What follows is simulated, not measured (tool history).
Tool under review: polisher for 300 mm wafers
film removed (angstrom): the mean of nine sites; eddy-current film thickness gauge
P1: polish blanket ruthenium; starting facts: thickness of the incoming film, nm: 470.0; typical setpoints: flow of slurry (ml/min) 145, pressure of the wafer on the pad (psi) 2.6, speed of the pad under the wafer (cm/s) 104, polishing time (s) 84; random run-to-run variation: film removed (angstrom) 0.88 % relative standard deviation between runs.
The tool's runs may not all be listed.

run   hour  flow of slurry (ml/min)  pressure of the wafer on the pad (psi)  speed of the pad under the wafer (cm/s)  polishing time (s)  film removed (angstrom)
  1   11.2                      145                                     2.6                                      104                  84                   1555.3
  2   17.4                      145                                     2.6                                       70                  84                   1027.6
  3   30.8                      145                                     3.6                                      104                  84                   2131.8
  4   41.4                      145                                     1.2                                      104                  84                   716.04
  5   54.5                      145                                     2.6                                      104                  84                   1567.2
  6   62.1                      145                                     2.6                                      104                  45                   828.76
  7   68.9                       85                                     2.6                                      104                  84                   1360.8
  8   81.2                      215                                     2.6                                      104                  84                   1622.7
  9   93.3                       95                                     2.6                                      104                 104                   1736.2
 10  100.2                      145                                     2.6                                      104                  84                     1566
 11  112.4                      145                                     2.6                                      132                  84                   1988.7
 12  125.1                      145                                     3.3                                      104                 127                   2947.3
 13    134                      145                                     2.6                                      104                 128                   2382.2
 14  140.6                      145                                     2.6                                      104                  84                   1530.5
 15  153.1                      145                                     2.6                                      104                  84                   1539.4
 16  159.8                      145                                     2.6                                      104                  84                   1492.6
 17  166.2                      145                                     2.6                                      104                  84                   1490.6
 18  178.4                      145                                     2.6                                      104                  84                   1459.1
 19    185                      145                                     2.6                                      104                  84                   1434.8
 20  192.1                      145                                     2.6                                      104                  84                   1413.9
 21  205.9                      145                                     2.6                                      104                  84                   1398.8
     215.4  -- worn pad replaced by a new one
 22  217.5                      145                                     2.6                                      104                  84                   1406.9
 23  228.5                      145                                     2.6                                      104                  84                   1387.7

Run 24 comes next. What will it give?
 24  236.6                      145                                     2.6                                      104                  84                        ?

Run 24 came out at film removed (angstrom) 1380.1.

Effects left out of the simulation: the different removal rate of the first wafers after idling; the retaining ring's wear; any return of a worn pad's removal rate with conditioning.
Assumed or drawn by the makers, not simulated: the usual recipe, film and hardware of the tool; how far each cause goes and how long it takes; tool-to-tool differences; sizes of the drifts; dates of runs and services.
